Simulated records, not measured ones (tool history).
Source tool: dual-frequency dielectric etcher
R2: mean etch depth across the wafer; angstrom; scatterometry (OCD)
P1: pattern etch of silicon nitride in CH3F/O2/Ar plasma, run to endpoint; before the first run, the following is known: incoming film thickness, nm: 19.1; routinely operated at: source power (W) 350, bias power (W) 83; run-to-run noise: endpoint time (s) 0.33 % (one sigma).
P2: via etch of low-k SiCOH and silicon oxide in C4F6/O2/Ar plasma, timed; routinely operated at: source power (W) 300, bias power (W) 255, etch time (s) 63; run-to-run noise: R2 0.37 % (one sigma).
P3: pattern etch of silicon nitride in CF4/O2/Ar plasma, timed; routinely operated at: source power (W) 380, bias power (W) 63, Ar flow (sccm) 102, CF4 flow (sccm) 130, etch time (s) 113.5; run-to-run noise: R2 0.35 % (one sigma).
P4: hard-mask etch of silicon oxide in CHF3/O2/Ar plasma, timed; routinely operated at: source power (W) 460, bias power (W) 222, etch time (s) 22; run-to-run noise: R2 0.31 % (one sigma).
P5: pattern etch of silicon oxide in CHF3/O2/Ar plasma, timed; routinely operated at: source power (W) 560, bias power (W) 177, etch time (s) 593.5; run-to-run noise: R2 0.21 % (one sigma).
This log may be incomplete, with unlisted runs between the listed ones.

Run 1, hour 3: process that ran P1, source power (W) 350, bias power (W) 83. Result: endpoint time (s) 27.997.
Run 2, hour 9: process that ran P1, source power (W) 250, bias power (W) 83. Result: endpoint time (s) 31.646.
Run 3, hour 13.7: process that ran P1, source power (W) 490, bias power (W) 83. Result: endpoint time (s) 24.8.
Run 4, hour 19.9: process that ran P5, source power (W) 720, bias power (W) 177, etch time (s) 593.5. Result: R2 11963 angstrom.
Run 5, hour 24.4: process that ran P2, source power (W) 300, bias power (W) 255, etch time (s) 81. Result: R2 2235 angstrom.
Run 6, hour 28.9: process that ran P5, source power (W) 560, bias power (W) 177, etch time (s) 780. Result: R2 14293 angstrom.
Run 7, hour 32.5: process that ran P1, source power (W) 350, bias power (W) 83. Result: endpoint time (s) 27.926.
Run 8, hour 38.3: process that ran P3, source power (W) 380, bias power (W) 47, etch time (s) 113.5, Ar flow (sccm) 102, CF4 flow (sccm) 130. Result: R2 1665.2 angstrom.
At hour 39.1: wet clean of the chamber.
Run 9, hour 41.6: process that ran P1, source power (W) 350, bias power (W) 83. Result: endpoint time (s) 28.094.
Run 10, hour 46: process that ran P5, source power (W) 560, bias power (W) 120, etch time (s) 593.5. Result: R2 9583.6 angstrom.
Run 11, hour 50.7: process that ran P1, source power (W) 350, bias power (W) 100. Result: endpoint time (s) 26.036.
Run 12, hour 56.2: process that ran P1, source power (W) 350, bias power (W) 83. Result: endpoint time (s) 27.885.
Run 13, hour 60.6: process that ran P3, source power (W) 380, bias power (W) 63, etch time (s) 113.5, Ar flow (sccm) 102, CF4 flow (sccm) 82. Result: R2 1776.8 angstrom.
Run 14, hour 65.6: process that ran P5, source power (W) 560, bias power (W) 177, etch time (s) 593.5. Result: R2 10870 angstrom.
Run 15, hour 72.2: process that ran P2, source power (W) 300, bias power (W) 255, etch time (s) 63. Result: R2 1755.2 angstrom.
Run 16, hour 77.1: process that ran P1, source power (W) 460, bias power (W) 97. Result: endpoint time (s) 23.859.
Run 17, hour 80.2: process that ran P3, source power (W) 220, bias power (W) 63, etch time (s) 113.5, Ar flow (sccm) 102, CF4 flow (sccm) 130. Result: R2 1164.7 angstrom.
Run 18, hour 85.6: process that ran P5, source power (W) 560, bias power (W) 177, etch time (s) 593.5. Result: R2 10908 angstrom.
Run 19, hour 91.8: process that ran P2, source power (W) 190, bias power (W) 255, etch time (s) 63. Result: R2 1464.1 angstrom.
Run 20, hour 98.1: process that ran P1, source power (W) 350, bias power (W) 83. Result: endpoint time (s) 27.842.
Run 21, hour 101.3: process that ran P3, source power (W) 380, bias power (W) 63, etch time (s) 113.5, Ar flow (sccm) 102, CF4 flow (sccm) 130. Result: R2 1872.4 angstrom.
Run 22, hour 106.8: process that ran P2, source power (W) 300, bias power (W) 255, etch time (s) 63. Result: R2 1740.2 angstrom.

For run 23, what comes out?
Run 23, hour 113: process that ran P4, source power (W) 460, bias power (W) 222, etch time (s) 32. Result: R2 ?.

{"run 23": {"R2": 626.9}}
